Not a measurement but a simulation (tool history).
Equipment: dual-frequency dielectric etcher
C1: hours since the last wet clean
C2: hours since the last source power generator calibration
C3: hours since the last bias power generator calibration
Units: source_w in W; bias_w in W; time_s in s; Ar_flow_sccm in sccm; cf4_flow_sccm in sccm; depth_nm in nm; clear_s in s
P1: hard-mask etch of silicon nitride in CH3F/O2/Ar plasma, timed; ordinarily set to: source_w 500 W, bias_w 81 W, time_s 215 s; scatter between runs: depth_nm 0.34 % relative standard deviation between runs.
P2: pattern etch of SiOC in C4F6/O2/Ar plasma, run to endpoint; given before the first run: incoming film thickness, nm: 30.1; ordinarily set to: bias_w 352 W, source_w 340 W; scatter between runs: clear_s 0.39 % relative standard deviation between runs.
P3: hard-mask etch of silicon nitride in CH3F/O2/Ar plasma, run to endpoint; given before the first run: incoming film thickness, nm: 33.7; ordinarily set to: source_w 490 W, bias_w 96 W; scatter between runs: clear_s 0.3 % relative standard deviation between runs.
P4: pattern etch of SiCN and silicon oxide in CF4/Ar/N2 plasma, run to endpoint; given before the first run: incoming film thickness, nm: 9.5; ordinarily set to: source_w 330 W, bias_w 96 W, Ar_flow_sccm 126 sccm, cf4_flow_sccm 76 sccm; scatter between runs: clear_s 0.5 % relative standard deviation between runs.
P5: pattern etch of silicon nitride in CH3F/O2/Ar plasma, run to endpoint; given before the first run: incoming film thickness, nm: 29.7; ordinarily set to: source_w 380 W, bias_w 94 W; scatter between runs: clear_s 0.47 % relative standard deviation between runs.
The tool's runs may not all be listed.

Run 1, hour 2.9: process P1, source_w 500 W, bias_w 81 W, time_s 215 s; C1 207; C2 2512.8; C3 1004.3. Result: depth_nm 175.4 nm.
Run 2, hour 8.7: process P3, source_w 490 W, bias_w 131 W; C1 212.8; C2 2518.6; C3 1010.1. Result: clear_s 36.746 s.
Run 3, hour 13.6: process P3, source_w 490 W, bias_w 96 W; C1 217.7; C2 2523.5; C3 1015. Result: clear_s 41.189 s.
Run 4, hour 18.7: process P4, source_w 330 W, bias_w 96 W, Ar_flow_sccm 103 sccm, cf4_flow_sccm 76 sccm; C1 222.8; C2 2528.6; C3 1020.1. Result: clear_s 13.133 s.
At hour 18.8: source power generator calibrated.
Run 5, hour 24.2: process P1, source_w 500 W, bias_w 81 W, time_s 215 s; C1 228.3; C2 5.5; C3 1025.6. Result: depth_nm 175.53 nm.
Run 6, hour 26.8: process P2, source_w 340 W, bias_w 473 W; C1 230.9; C2 8.1; C3 1028.2. Result: clear_s 11.279 s.
Run 7, hour 30.6: process P4, source_w 330 W, bias_w 96 W, Ar_flow_sccm 126 sccm, cf4_flow_sccm 76 sccm; C1 234.7; C2 11.9; C3 1032. Result: clear_s 13.564 s.
Run 8, hour 34.5: process P5, source_w 380 W, bias_w 94 W; C1 238.6; C2 15.8; C3 1035.9. Result: clear_s 39.201 s.
Run 9, hour 38.9: process P1, source_w 500 W, bias_w 64 W, time_s 215 s; C1 243; C2 20.2; C3 1040.3. Result: depth_nm 161.87 nm.
Run 10, hour 43.5: process P4, source_w 330 W, bias_w 96 W, Ar_flow_sccm 126 sccm, cf4_flow_sccm 106 sccm; C1 247.6; C2 24.8; C3 1044.9. Result: clear_s 12.921 s.
Run 11, hour 49.2: process P1, source_w 500 W, bias_w 81 W, time_s 215 s; C1 253.3; C2 30.5; C3 1050.6. Result: depth_nm 174.98 nm.
Run 12, hour 55.1: process P1, source_w 500 W, bias_w 81 W, time_s 215 s; C1 259.2; C2 36.4; C3 1056.5. Result: depth_nm 175.25 nm.
At hour 57.1: bias power generator calibrated.
Run 13, hour 58.6: process P2, source_w 250 W, bias_w 352 W; C1 262.7; C2 39.9; C3 1.5. Result: clear_s 14.025 s.
Run 14, hour 62.2: process P1, source_w 400 W, bias_w 81 W, time_s 215 s; C1 266.3; C2 43.5; C3 5.1. Result: depth_nm 160.09 nm.
Run 15, hour 67.3: process P2, source_w 340 W, bias_w 352 W; C1 271.4; C2 48.6; C3 10.2. Result: clear_s 12.546 s.
Run 16, hour 72.6: process P4, source_w 460 W, bias_w 96 W, Ar_flow_sccm 126 sccm, cf4_flow_sccm 76 sccm; C1 276.7; C2 53.9; C3 15.5. Result: clear_s 10.131 s.
Run 17, hour 77.6: process P1, source_w 500 W, bias_w 81 W, time_s 305 s; C1 281.7; C2 58.9; C3 20.5. Result: depth_nm 246.89 nm.
Run 18, hour 81.9: process P1, source_w 500 W, bias_w 97 W, time_s 215 s; C1 286; C2 63.2; C3 24.8. Result: depth_nm 185.85 nm.
Run 19, hour 87.1: process P1, source_w 500 W, bias_w 81 W, time_s 215 s; C1 291.2; C2 68.4; C3 30. Result: depth_nm 175.19 nm.
Run 20, hour 92.4: process P3, source_w 320 W, bias_w 96 W; C1 296.5; C2 73.7; C3 35.3. Result: clear_s 48.136 s.
Run 21, hour 95.6: process P4, source_w 330 W, bias_w 71 W, Ar_flow_sccm 126 sccm, cf4_flow_sccm 76 sccm; C1 299.7; C2 76.9; C3 38.5. Result: clear_s 15.175 s.
At hour 96.2: wet clean of the chamber.
Run 22, hour 101.2: process P5, source_w 220 W, bias_w 94 W; C1 5; C2 82.5; C3 44.1. Result: clear_s 48.168 s.
Run 23, hour 105: process P1, source_w 690 W, bias_w 81 W, time_s 215 s; C1 8.8; C2 86.3; C3 47.9. Result: depth_nm 198.11 nm.
Run 24, hour 107.8: process P5, source_w 380 W, bias_w 63 W; C1 11.6; C2 89.1; C3 50.7. Result: clear_s 45.184 s.
Run 25, hour 110.7: process P1, source_w 500 W, bias_w 103 W, time_s 275.5 s; C1 14.5; C2 92; C3 53.6. Result: depth_nm 243.56 nm.
Run 26, hour 115.1: process P1, source_w 500 W, bias_w 81 W, time_s 139 s; C1 18.9; C2 96.4; C3 58. Result: depth_nm 113.64 nm.
Run 27, hour 117.9: process P1, source_w 500 W, bias_w 81 W, time_s 215 s; C1 21.7; C2 99.2; C3 60.8. Result: depth_nm 174.76 nm.
Run 28, hour 122.2: process P1, source_w 500 W, bias_w 81 W, time_s 215 s; C1 26; C2 103.5; C3 65.1. Result: depth_nm 173.01 nm.
Run 29, hour 125.8: process P1, source_w 500 W, bias_w 81 W, time_s 215 s; C1 29.6; C2 107.1; C3 68.7. Result: depth_nm 173.56 nm.
Run 30, hour 128.7: process P1, source_w 500 W, bias_w 81 W, time_s 215 s; C1 32.5; C2 110; C3 71.6. Result: depth_nm 172.45 nm.
Run 31, hour 134.2: process P1, source_w 500 W, bias_w 81 W, time_s 215 s; C1 38; C2 115.5; C3 77.1. Result: depth_nm 173.08 nm.
Run 32, hour 140: process P1, source_w 500 W, bias_w 81 W, time_s 215 s; C1 43.8; C2 121.3; C3 82.9. Result: depth_nm 172.74 nm.

Estimate the outcome of run 33 from the log above:
Run 33, hour 143.1: process P1, source_w 500 W, bias_w 81 W, time_s 215 s; C1 46.9; C2 124.4; C3 86. Result: depth_nm ?.

Run 33 measured depth_nm 171.26 nm.

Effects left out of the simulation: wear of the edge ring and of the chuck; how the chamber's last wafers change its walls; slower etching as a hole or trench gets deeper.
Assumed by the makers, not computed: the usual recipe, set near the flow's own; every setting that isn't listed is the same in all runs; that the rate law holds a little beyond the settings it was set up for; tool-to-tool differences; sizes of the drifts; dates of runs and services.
